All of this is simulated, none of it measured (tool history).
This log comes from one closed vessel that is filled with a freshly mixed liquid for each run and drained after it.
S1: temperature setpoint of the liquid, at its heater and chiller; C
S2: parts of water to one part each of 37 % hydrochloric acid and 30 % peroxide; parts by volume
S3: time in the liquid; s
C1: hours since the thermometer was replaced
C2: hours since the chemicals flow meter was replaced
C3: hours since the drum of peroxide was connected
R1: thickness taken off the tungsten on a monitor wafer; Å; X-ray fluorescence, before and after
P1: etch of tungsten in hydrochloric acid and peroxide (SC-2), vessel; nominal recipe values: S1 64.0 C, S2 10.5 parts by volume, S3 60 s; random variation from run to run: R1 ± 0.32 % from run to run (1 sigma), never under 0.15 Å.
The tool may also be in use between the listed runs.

run	hour	S1	S2	S3	C1	C2	C3	R1
1	3.0	64.0	10.5	60	223.4	559.5	586.9	281.980
2	7.5	64.0	4.0	60	227.9	564.0	591.4	583.590
3	12.9	64.0	10.5	60	233.3	569.4	596.8	279.280
4	16.9	64.0	10.5	60	237.3	573.4	600.8	280.640
# hour 19.0: thermometer replaced
5	22.5	64.0	10.5	60	3.6	579.0	606.4	280.640
6	27.5	64.0	10.5	60	8.6	584.0	611.4	277.990
7	33.2	64.0	10.5	115	14.3	589.7	617.1	536.630
8	38.8	64.0	18.5	60	19.9	595.3	622.7	171.280
9	44.4	64.0	10.5	30	25.5	600.9	628.3	140.030
10	49.1	72.0	18.0	60	30.2	605.6	633.0	281.780
11	54.6	47.5	10.5	60	35.7	611.1	638.5	96.431
12	58.9	72.0	10.5	60	40.0	615.4	642.8	448.190
13	63.1	64.0	10.5	60	44.2	619.6	647.0	279.850
14	65.9	64.0	10.5	60	47.0	622.4	649.8	280.870
15	69.9	64.0	10.5	60	51.0	626.4	653.8	270.870
16	73.3	64.0	10.5	60	54.4	629.8	657.2	265.270
17	77.4	64.0	10.5	60	58.5	633.9	661.3	265.320
18	80.4	64.0	10.5	60	61.5	636.9	664.3	262.990
# hour 82.6: new drum of peroxide connected
19	84.6	64.0	10.5	60	65.7	641.1	2.0	260.570
20	89.5	64.0	10.5	60	70.6	646.0	6.9	260.190
21	93.6	64.0	10.5	60	74.7	650.1	11.0	259.300
22	99.0	64.0	10.5	60	80.1	655.5	16.4	259.330

The output of P1 has drifted from where it used to be. Each of the 2 causes below, taken at the size shown beside it, accounts for the log equally well:
A: liquid colder than its thermometer reads (K) = 1.29
B: chemicals flow below the setpoint (%) = 8.9
The process output started creeping at around hour 65.9.
Excluded causes, each with its reason:
peroxide weaker than its label (%): work on it at hour 82.6, done after the drift set in, did not restore what the process gave before

The 4 check runs listed below each average the results of 2 wafers, and their outcomes are marked with question marks. Under which run would the listed causes produce clearly different results?
check 1	104.4	48.5	15.0	60				?
check 2	104.4	49.5	16.5	60				?
check 3	104.4	54.0	4.0	60				?
check 4	104.4	64.0	16.0	30				?

How each check would come out, cause by cause:
check	result	if A	if B
check 1	R1	69.799	70.113
check 2	R1	68.627	68.839
check 3	R1	285.400	291.500
check 4	R1	89.867	89.513
Separation of the two closest causes in each check, using whichever result separates them best: check 1 0.45 %; check 2 0.31 %; check 3 2.11 %; check 4 0.39 %
Check 3 distinguishes between the causes, while the remaining checks would return nearly the same result for all of them.

The results of check 3 are: R1 285.060 Å. Based on these, which of the listed causes is it?

Of the candidate causes, it is A: liquid colder than its thermometer reads (K).

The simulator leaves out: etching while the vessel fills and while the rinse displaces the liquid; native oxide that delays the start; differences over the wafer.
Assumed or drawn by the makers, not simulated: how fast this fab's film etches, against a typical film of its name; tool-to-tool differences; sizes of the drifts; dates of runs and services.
